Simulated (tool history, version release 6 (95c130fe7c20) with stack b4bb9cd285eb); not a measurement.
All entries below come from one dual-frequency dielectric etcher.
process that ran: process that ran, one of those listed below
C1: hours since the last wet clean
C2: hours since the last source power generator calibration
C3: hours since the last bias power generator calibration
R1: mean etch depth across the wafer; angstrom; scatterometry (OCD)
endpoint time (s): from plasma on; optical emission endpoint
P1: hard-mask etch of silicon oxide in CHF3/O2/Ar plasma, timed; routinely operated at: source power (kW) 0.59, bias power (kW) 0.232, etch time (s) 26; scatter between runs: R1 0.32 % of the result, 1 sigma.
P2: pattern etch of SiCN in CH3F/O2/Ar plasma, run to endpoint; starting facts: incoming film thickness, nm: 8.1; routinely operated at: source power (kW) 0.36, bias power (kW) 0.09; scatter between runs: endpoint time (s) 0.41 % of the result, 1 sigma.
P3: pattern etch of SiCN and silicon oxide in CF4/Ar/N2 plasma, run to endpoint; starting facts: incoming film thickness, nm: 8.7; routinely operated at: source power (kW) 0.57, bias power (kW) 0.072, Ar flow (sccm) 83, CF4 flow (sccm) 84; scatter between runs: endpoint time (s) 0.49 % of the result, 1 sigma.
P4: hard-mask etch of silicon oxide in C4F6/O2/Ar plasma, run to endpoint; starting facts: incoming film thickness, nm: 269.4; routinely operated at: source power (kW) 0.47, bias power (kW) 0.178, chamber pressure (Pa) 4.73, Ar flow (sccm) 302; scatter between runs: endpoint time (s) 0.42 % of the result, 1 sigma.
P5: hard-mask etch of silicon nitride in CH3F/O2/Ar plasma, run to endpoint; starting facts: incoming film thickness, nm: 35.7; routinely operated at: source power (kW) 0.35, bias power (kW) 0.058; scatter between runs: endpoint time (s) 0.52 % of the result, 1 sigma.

Run 1, hour 12.7: process that ran P1, source power (kW) 0.59, bias power (kW) 0.232, etch time (s) 26; C1 447.9; C2 1917.2; C3 1448.9. Result: R1 545.39 angstrom.
Run 2, hour 28.3: process that ran P3, source power (kW) 0.57, bias power (kW) 0.072, Ar flow (sccm) 83, CF4 flow (sccm) 114; C1 463.5; C2 1932.8; C3 1464.5. Result: endpoint time (s) 7.3209.
Run 3, hour 44.9: process that ran P1, source power (kW) 0.59, bias power (kW) 0.232, etch time (s) 26; C1 480.1; C2 1949.4; C3 1481.1. Result: R1 547.76 angstrom.
Run 4, hour 53.6: process that ran P3, source power (kW) 0.57, bias power (kW) 0.072, Ar flow (sccm) 64, CF4 flow (sccm) 84; C1 488.8; C2 1958.1; C3 1489.8. Result: endpoint time (s) 7.354.
Run 5, hour 66.8: process that ran P1, source power (kW) 0.59, bias power (kW) 0.274, etch time (s) 26; C1 502; C2 1971.3; C3 1503. Result: R1 579.92 angstrom.
Run 6, hour 83.9: process that ran P1, source power (kW) 0.59, bias power (kW) 0.232, etch time (s) 17.5; C1 519.1; C2 1988.4; C3 1520.1. Result: R1 367.51 angstrom.
Run 7, hour 94.9: process that ran P2, source power (kW) 0.45, bias power (kW) 0.09; C1 530.1; C2 1999.4; C3 1531.1. Result: endpoint time (s) 18.817.
Run 8, hour 103.5: process that ran P1, source power (kW) 0.59, bias power (kW) 0.232, etch time (s) 26; C1 538.7; C2 2008; C3 1539.7. Result: R1 546.4 angstrom.
Run 9, hour 120.8: process that ran P2, source power (kW) 0.36, bias power (kW) 0.108; C1 556; C2 2025.3; C3 1557. Result: endpoint time (s) 19.013.
Run 10, hour 130.9: process that ran P5, source power (kW) 0.35, bias power (kW) 0.058; C1 566.1; C2 2035.4; C3 1567.1. Result: endpoint time (s) 56.721.
Run 11, hour 142.3: process that ran P1, source power (kW) 0.59, bias power (kW) 0.169, etch time (s) 26; C1 577.5; C2 2046.8; C3 1578.5. Result: R1 491.45 angstrom.
Run 12, hour 158.9: process that ran P4, source power (kW) 0.38, bias power (kW) 0.178, Ar flow (sccm) 302, chamber pressure (Pa) 4.73; C1 594.1; C2 2063.4; C3 1595.1. Result: endpoint time (s) 89.481.
Run 13, hour 170.1: process that ran P1, source power (kW) 0.59, bias power (kW) 0.232, etch time (s) 26; C1 605.3; C2 2074.6; C3 1606.3. Result: R1 546.91 angstrom.
Run 14, hour 178.3: process that ran P1, source power (kW) 0.59, bias power (kW) 0.232, etch time (s) 26; C1 613.5; C2 2082.8; C3 1614.5. Result: R1 547.61 angstrom.
Run 15, hour 187.5: process that ran P2, source power (kW) 0.36, bias power (kW) 0.09; C1 622.7; C2 2092; C3 1623.7. Result: endpoint time (s) 20.361.
Run 16, hour 195.7: process that ran P5, source power (kW) 0.21, bias power (kW) 0.058; C1 630.9; C2 2100.2; C3 1631.9. Result: endpoint time (s) 68.924.
Run 17, hour 208.6: process that ran P1, source power (kW) 0.36, bias power (kW) 0.182, etch time (s) 26; C1 643.8; C2 2113.1; C3 1644.8. Result: R1 415.4 angstrom.
Run 18, hour 219.2: process that ran P4, source power (kW) 0.47, bias power (kW) 0.178, Ar flow (sccm) 224, chamber pressure (Pa) 4.73; C1 654.4; C2 2123.7; C3 1655.4. Result: endpoint time (s) 79.862.
Run 19, hour 234.6: process that ran P2, source power (kW) 0.36, bias power (kW) 0.09; C1 669.8; C2 2139.1; C3 1670.8. Result: endpoint time (s) 20.345.
Run 20, hour 244.6: process that ran P4, source power (kW) 0.47, bias power (kW) 0.178, Ar flow (sccm) 302, chamber pressure (Pa) 3.87; C1 679.8; C2 2149.1; C3 1680.8. Result: endpoint time (s) 80.401.
Run 21, hour 254.3: process that ran P3, source power (kW) 0.38, bias power (kW) 0.072, Ar flow (sccm) 83, CF4 flow (sccm) 84; C1 689.5; C2 2158.8; C3 1690.5. Result: endpoint time (s) 10.885.
Run 22, hour 270.7: process that ran P1, source power (kW) 0.59, bias power (kW) 0.232, etch time (s) 26; C1 705.9; C2 2175.2; C3 1706.9. Result: R1 549.7 angstrom.
Run 23, hour 288.3: process that ran P3, source power (kW) 0.57, bias power (kW) 0.072, Ar flow (sccm) 83, CF4 flow (sccm) 84; C1 723.5; C2 2192.8; C3 1724.5. Result: endpoint time (s) 7.6274.
Run 24, hour 305.5: process that ran P1, source power (kW) 0.37, bias power (kW) 0.232, etch time (s) 26; C1 740.7; C2 2210; C3 1741.7. Result: R1 458.31 angstrom.
Run 25, hour 320.3: process that ran P5, source power (kW) 0.35, bias power (kW) 0.058; C1 755.5; C2 2224.8; C3 1756.5. Result: endpoint time (s) 56.624.
Run 26, hour 331: process that ran P1, source power (kW) 0.59, bias power (kW) 0.232, etch time (s) 39; C1 766.2; C2 2235.5; C3 1767.2. Result: R1 821.47 angstrom.
Run 27, hour 339.9: process that ran P1, source power (kW) 0.8, bias power (kW) 0.232, etch time (s) 20.5; C1 775.1; C2 2244.4; C3 1776.1. Result: R1 482.12 angstrom.
Run 28, hour 351.1: process that ran P1, source power (kW) 0.59, bias power (kW) 0.232, etch time (s) 26; C1 786.3; C2 2255.6; C3 1787.3. Result: R1 545.43 angstrom.
Run 29, hour 361.2: process that ran P3, source power (kW) 0.57, bias power (kW) 0.042, Ar flow (sccm) 83, CF4 flow (sccm) 84; C1 796.4; C2 2265.7; C3 1797.4. Result: endpoint time (s) 8.9671.
Run 30, hour 379.5: process that ran P1, source power (kW) 0.78, bias power (kW) 0.232, etch time (s) 26; C1 814.7; C2 2284; C3 1815.7. Result: R1 610.11 angstrom.
Run 31, hour 397.2: process that ran P4, source power (kW) 0.47, bias power (kW) 0.178, Ar flow (sccm) 302, chamber pressure (Pa) 4.73; C1 832.4; C2 2301.7; C3 1833.4. Result: endpoint time (s) 82.22.
Run 32, hour 414.7: process that ran P4, source power (kW) 0.47, bias power (kW) 0.241, Ar flow (sccm) 302, chamber pressure (Pa) 4.73; C1 849.9; C2 2319.2; C3 1850.9. Result: endpoint time (s) 75.061.

Expected results for the next run?
Run 33, hour 431.8: process that ran P5, source power (kW) 0.35, bias power (kW) 0.046; C1 867; C2 2336.3; C3 1868. Result: endpoint time (s) ?.

endpoint time (s): 60.919

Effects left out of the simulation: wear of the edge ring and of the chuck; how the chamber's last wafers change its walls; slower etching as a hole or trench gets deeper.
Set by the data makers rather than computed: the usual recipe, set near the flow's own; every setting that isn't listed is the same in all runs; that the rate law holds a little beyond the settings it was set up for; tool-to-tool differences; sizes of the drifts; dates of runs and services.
